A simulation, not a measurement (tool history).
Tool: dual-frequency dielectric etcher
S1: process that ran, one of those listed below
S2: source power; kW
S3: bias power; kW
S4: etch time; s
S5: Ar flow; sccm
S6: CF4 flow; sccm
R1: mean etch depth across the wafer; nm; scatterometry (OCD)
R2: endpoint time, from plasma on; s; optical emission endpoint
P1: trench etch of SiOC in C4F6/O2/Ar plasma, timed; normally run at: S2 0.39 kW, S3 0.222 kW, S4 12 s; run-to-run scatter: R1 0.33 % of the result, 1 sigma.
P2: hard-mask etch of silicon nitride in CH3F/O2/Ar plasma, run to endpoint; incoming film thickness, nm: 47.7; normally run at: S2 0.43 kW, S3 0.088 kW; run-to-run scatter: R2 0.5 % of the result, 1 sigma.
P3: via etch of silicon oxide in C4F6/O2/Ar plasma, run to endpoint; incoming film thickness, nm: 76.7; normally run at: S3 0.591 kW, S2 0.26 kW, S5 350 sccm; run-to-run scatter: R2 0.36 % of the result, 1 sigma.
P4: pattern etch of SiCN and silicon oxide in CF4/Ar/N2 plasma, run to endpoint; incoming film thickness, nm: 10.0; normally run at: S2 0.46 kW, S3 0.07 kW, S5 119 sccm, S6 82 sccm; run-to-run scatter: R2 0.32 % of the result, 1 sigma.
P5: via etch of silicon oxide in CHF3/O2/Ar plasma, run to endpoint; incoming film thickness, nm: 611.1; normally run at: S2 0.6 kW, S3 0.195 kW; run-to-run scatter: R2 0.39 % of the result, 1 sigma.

run,hour,S1,S2,S3,S4,S5,S6,R1,R2
1,9.9,P1,0.39,0.222,12,,,27.203,
2,19.2,P1,0.39,0.168,12,,,24.792,
3,26.1,P3,0.26,0.479,,350,,,20.329
4,35.7,P1,0.39,0.222,12,,,27.05,
5,43.1,P4,0.46,0.054,,119,82,,12.552
6,51.1,P3,0.26,0.591,,350,,,18.741
7,61.1,P1,0.24,0.222,12,,,22.538,
8,69.2,P3,0.35,0.591,,350,,,16.793
9,78.8,P2,0.43,0.088,,,,,61.865
10,88.2,P2,0.43,0.068,,,,,67.323
11,94.5,P1,0.39,0.315,12,,,30.347,
12,105.9,P4,0.46,0.07,,119,57,,12.229
13,114.9,P4,0.46,0.07,,119,82,,11.465
14,122.5,P2,0.43,0.088,,,,,61.881
15,131.7,P1,0.39,0.222,6.5,,,14.625,
16,140.5,P5,0.6,0.195,,,,,296.68
17,150.6,P5,0.6,0.269,,,,,265.23
18,161.7,P4,0.64,0.07,,119,82,,8.5774
19,173.8,P2,0.28,0.088,,,,,73.432
20,185.3,P1,0.39,0.222,16.5,,,37.227,
21,196.9,P1,0.55,0.222,12,,,30.966,
22,207,P3,0.26,0.591,,271,,,18.208
23,218.4,P1,0.39,0.265,9.5,,,22.719,
24,227.6,P5,0.6,0.195,,,,,297.16
25,234.7,P4,0.46,0.07,,164,82,,12.023
26,241.7,P1,0.39,0.222,12,,,27.065,
27,251.6,P1,0.39,0.222,12,,,27.183,
28,259.4,P5,0.4,0.195,,,,,349.11
29,271.5,P1,0.39,0.222,12,,,27.079,
30,282.4,P1,0.39,0.222,12,,,26.966,
31,289.8,P1,0.39,0.222,12,,,26.762,
32,296.9,P1,0.39,0.222,12,,,26.773,

The next listed run, before its measurement:
33,302.9,P1,0.39,0.222,12,,,?,

{"run 33": {"R1": 26.579}}

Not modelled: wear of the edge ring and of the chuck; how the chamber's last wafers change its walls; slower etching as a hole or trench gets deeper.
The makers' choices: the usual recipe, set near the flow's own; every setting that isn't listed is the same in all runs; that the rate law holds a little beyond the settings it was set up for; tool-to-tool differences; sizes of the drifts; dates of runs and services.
